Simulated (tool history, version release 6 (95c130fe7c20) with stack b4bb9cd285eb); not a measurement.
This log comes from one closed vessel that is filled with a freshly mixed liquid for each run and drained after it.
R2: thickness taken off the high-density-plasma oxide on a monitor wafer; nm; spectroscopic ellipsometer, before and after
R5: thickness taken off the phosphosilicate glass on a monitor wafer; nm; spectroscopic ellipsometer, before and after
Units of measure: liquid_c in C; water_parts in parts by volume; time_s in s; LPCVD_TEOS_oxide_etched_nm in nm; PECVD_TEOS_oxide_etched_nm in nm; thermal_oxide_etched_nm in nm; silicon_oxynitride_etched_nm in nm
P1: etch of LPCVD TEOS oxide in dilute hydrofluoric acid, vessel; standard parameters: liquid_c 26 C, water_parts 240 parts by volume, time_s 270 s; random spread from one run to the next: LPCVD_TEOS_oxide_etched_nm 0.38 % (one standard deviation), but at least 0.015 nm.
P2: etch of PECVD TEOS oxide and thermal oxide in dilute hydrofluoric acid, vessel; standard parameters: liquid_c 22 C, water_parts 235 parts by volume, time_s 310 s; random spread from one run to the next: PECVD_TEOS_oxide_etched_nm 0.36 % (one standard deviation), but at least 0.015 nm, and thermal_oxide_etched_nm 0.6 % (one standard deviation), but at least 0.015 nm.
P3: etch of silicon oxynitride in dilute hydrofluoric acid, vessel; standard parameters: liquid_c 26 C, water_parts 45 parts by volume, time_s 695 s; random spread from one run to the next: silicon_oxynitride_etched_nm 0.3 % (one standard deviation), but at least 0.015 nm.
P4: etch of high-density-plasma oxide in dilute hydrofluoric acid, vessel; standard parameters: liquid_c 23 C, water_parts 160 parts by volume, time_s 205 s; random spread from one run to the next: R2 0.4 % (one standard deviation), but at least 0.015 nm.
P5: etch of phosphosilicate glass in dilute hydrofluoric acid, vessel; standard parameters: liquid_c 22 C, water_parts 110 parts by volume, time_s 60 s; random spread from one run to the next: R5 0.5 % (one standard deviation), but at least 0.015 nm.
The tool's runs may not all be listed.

{"run": 1, "hour": 5.9, "process": "P1", "liquid_c": 26, "water_parts": 240, "time_s": 270, "LPCVD_TEOS_oxide_etched_nm": 20.418}
{"run": 2, "hour": 10.2, "process": "P4", "liquid_c": 23, "water_parts": 100, "time_s": 205, "R2": 13.305}
{"run": 3, "hour": 15.1, "process": "P2", "liquid_c": 22, "water_parts": 70, "time_s": 310, "PECVD_TEOS_oxide_etched_nm": 42.459, "thermal_oxide_etched_nm": 20.391}
{"run": 4, "hour": 20.4, "process": "P1", "liquid_c": 26, "water_parts": 405, "time_s": 270, "LPCVD_TEOS_oxide_etched_nm": 10.318}
{"run": 5, "hour": 28.0, "process": "P2", "liquid_c": 22, "water_parts": 235, "time_s": 610, "PECVD_TEOS_oxide_etched_nm": 20.851, "thermal_oxide_etched_nm": 10.086}
{"run": 6, "hour": 34.6, "process": "P5", "liquid_c": 22, "water_parts": 110, "time_s": 60, "R5": 37.507}
{"run": 7, "hour": 39.0, "process": "P1", "liquid_c": 26, "water_parts": 240, "time_s": 270, "LPCVD_TEOS_oxide_etched_nm": 20.557}
{"run": 8, "hour": 47.2, "process": "P3", "liquid_c": 26, "water_parts": 45, "time_s": 1335, "silicon_oxynitride_etched_nm": 99.801}
{"run": 9, "hour": 53.9, "process": "P3", "liquid_c": 26, "water_parts": 45, "time_s": 695, "silicon_oxynitride_etched_nm": 52.04}
{"run": 10, "hour": 62.3, "process": "P2", "liquid_c": 22, "water_parts": 235, "time_s": 310, "PECVD_TEOS_oxide_etched_nm": 10.544, "thermal_oxide_etched_nm": 5.0837}
{"run": 11, "hour": 68.4, "process": "P1", "liquid_c": 26, "water_parts": 240, "time_s": 270, "LPCVD_TEOS_oxide_etched_nm": 20.508}
{"run": 12, "hour": 75.0, "process": "P2", "liquid_c": 17, "water_parts": 235, "time_s": 310, "PECVD_TEOS_oxide_etched_nm": 8.7575, "thermal_oxide_etched_nm": 4.1652}
{"run": 13, "hour": 82.5, "process": "P4", "liquid_c": 29.5, "water_parts": 160, "time_s": 205, "R2": 9.9487}
{"run": 14, "hour": 89.2, "process": "P5", "liquid_c": 22, "water_parts": 180, "time_s": 60, "R5": 21.12}
{"run": 15, "hour": 96.6, "process": "P5", "liquid_c": 22, "water_parts": 110, "time_s": 85, "R5": 53.016}
{"run": 16, "hour": 100.5, "process": "P1", "liquid_c": 26, "water_parts": 240, "time_s": 270, "LPCVD_TEOS_oxide_etched_nm": 20.517}
{"run": 17, "hour": 106.7, "process": "P4", "liquid_c": 23, "water_parts": 160, "time_s": 30, "R2": 1.1372}
{"run": 18, "hour": 110.6, "process": "P1", "liquid_c": 26, "water_parts": 65, "time_s": 270, "LPCVD_TEOS_oxide_etched_nm": 92.798}
{"run": 19, "hour": 116.6, "process": "P1", "liquid_c": 33.5, "water_parts": 240, "time_s": 270, "LPCVD_TEOS_oxide_etched_nm": 26.538}
{"run": 20, "hour": 123.5, "process": "P1", "liquid_c": 26, "water_parts": 240, "time_s": 270, "LPCVD_TEOS_oxide_etched_nm": 20.388}
{"run": 21, "hour": 130.4, "process": "P5", "liquid_c": 27.5, "water_parts": 110, "time_s": 60, "R5": 46.03}
{"run": 22, "hour": 135.0, "process": "P3", "liquid_c": 18.5, "water_parts": 45, "time_s": 695, "silicon_oxynitride_etched_nm": 35.857}
{"run": 23, "hour": 140.5, "process": "P1", "liquid_c": 20.5, "water_parts": 240, "time_s": 270, "LPCVD_TEOS_oxide_etched_nm": 16.65}
{"run": 24, "hour": 145.7, "process": "P4", "liquid_c": 23, "water_parts": 160, "time_s": 205, "R2": 7.7434}
{"run": 25, "hour": 151.6, "process": "P3", "liquid_c": 26, "water_parts": 45, "time_s": 695, "silicon_oxynitride_etched_nm": 52.063}
{"run": 26, "hour": 157.7, "process": "P1", "liquid_c": 26, "water_parts": 240, "time_s": 270, "LPCVD_TEOS_oxide_etched_nm": 20.702}
{"run": 27, "hour": 164.7, "process": "P1", "liquid_c": 26, "water_parts": 95, "time_s": 130, "LPCVD_TEOS_oxide_etched_nm": 29.336}
{"run": 28, "hour": 169.2, "process": "P1", "liquid_c": 26, "water_parts": 240, "time_s": 150, "LPCVD_TEOS_oxide_etched_nm": 11.293}
{"run": 29, "hour": 175.6, "process": "P1", "liquid_c": 26, "water_parts": 240, "time_s": 270, "LPCVD_TEOS_oxide_etched_nm": 20.393}
{"run": 30, "hour": 179.5, "process": "P3", "liquid_c": 26, "water_parts": 20, "time_s": 695, "silicon_oxynitride_etched_nm": 119.61}
{"run": 31, "hour": 187.3, "process": "P1", "liquid_c": 26, "water_parts": 240, "time_s": 400, "LPCVD_TEOS_oxide_etched_nm": 30.437}
{"run": 32, "hour": 193.1, "process": "P1", "liquid_c": 26, "water_parts": 240, "time_s": 270, "LPCVD_TEOS_oxide_etched_nm": 20.51}
{"run": 33, "hour": 199.4, "process": "P1", "liquid_c": 26, "water_parts": 240, "time_s": 270, "LPCVD_TEOS_oxide_etched_nm": 20.065}
{"run": 34, "hour": 204.7, "process": "P1", "liquid_c": 26, "water_parts": 240, "time_s": 270, "LPCVD_TEOS_oxide_etched_nm": 19.895}
{"run": 35, "hour": 211.0, "process": "P1", "liquid_c": 26, "water_parts": 240, "time_s": 270, "LPCVD_TEOS_oxide_etched_nm": 19.752}
{"run": 36, "hour": 214.9, "process": "P1", "liquid_c": 26, "water_parts": 240, "time_s": 270, "LPCVD_TEOS_oxide_etched_nm": 19.703}
{"run": 37, "hour": 219.3, "process": "P1", "liquid_c": 26, "water_parts": 240, "time_s": 270, "LPCVD_TEOS_oxide_etched_nm": 19.64}
{"run": 38, "hour": 224.6, "process": "P1", "liquid_c": 26, "water_parts": 240, "time_s": 270, "LPCVD_TEOS_oxide_etched_nm": 19.441}
{"run": 39, "hour": 228.6, "process": "P1", "liquid_c": 26, "water_parts": 240, "time_s": 270, "LPCVD_TEOS_oxide_etched_nm": 19.669}
{"run": 40, "hour": 232.7, "process": "P1", "liquid_c": 26, "water_parts": 240, "time_s": 270, "LPCVD_TEOS_oxide_etched_nm": 19.598}
{"run": 41, "hour": 240.0, "process": "P1", "liquid_c": 26, "water_parts": 240, "time_s": 270, "LPCVD_TEOS_oxide_etched_nm": 19.62}
{"run": 42, "hour": 246.5, "process": "P1", "liquid_c": 26, "water_parts": 240, "time_s": 270, "LPCVD_TEOS_oxide_etched_nm": 19.47}

P1 has crept away from where it was. The log is fitted equally well by each of these 2 causes, at the sizes shown:
A: liquid colder than its thermometer reads (K) = 1.45
B: hydrofluoric acid flow below the setpoint (%) = 3.98
Creep in the process output first set in at about hour 193.1.

Listed below are the offered check runs, one wafer per run, with question marks in place of results. For which of them would the causes give clearly different outcomes?
{"run": "check 1", "hour": 253.0, "process": "P2", "liquid_c": 17, "water_parts": 235, "time_s": 600, "PECVD_TEOS_oxide_etched_nm": "?", "thermal_oxide_etched_nm": "?"}
{"run": "check 2", "hour": 253.0, "process": "P4", "liquid_c": 29, "water_parts": 160, "time_s": 205, "R2": "?"}
{"run": "check 3", "hour": 253.0, "process": "P5", "liquid_c": 26, "water_parts": 160, "time_s": 60, "R5": "?"}
{"run": "check 4", "hour": 253.0, "process": "P3", "liquid_c": 19, "water_parts": 45, "time_s": 695, "silicon_oxynitride_etched_nm": "?"}

What each check would give under each cause:
check=check_1 result=PECVD_TEOS_oxide_etched_nm if_A=15.973 if_B=16.102
check=check_1 result=thermal_oxide_etched_nm if_A=7.6983 if_B=7.7605
check=check_2 result=R2 if_A=9.2062 if_B=9.2404
check=check_3 result=R5 if_A=26.767 if_B=26.926
check=check_4 result=silicon_oxynitride_etched_nm if_A=34.123 if_B=35.241
Distance between the nearest two causes, measured in the result of the check that separates them most: check 1 0.81 %; check 2 0.37 %; check 3 0.59 %; check 4 3.22 %
Check 4 is the one run that separates the causes; every other check would come out nearly the same whichever cause is at work.

The results of check 4 are: silicon_oxynitride_etched_nm 35.235 nm. Based on these, which of the listed causes is it?

The cause is B: hydrofluoric acid flow below the setpoint (%).
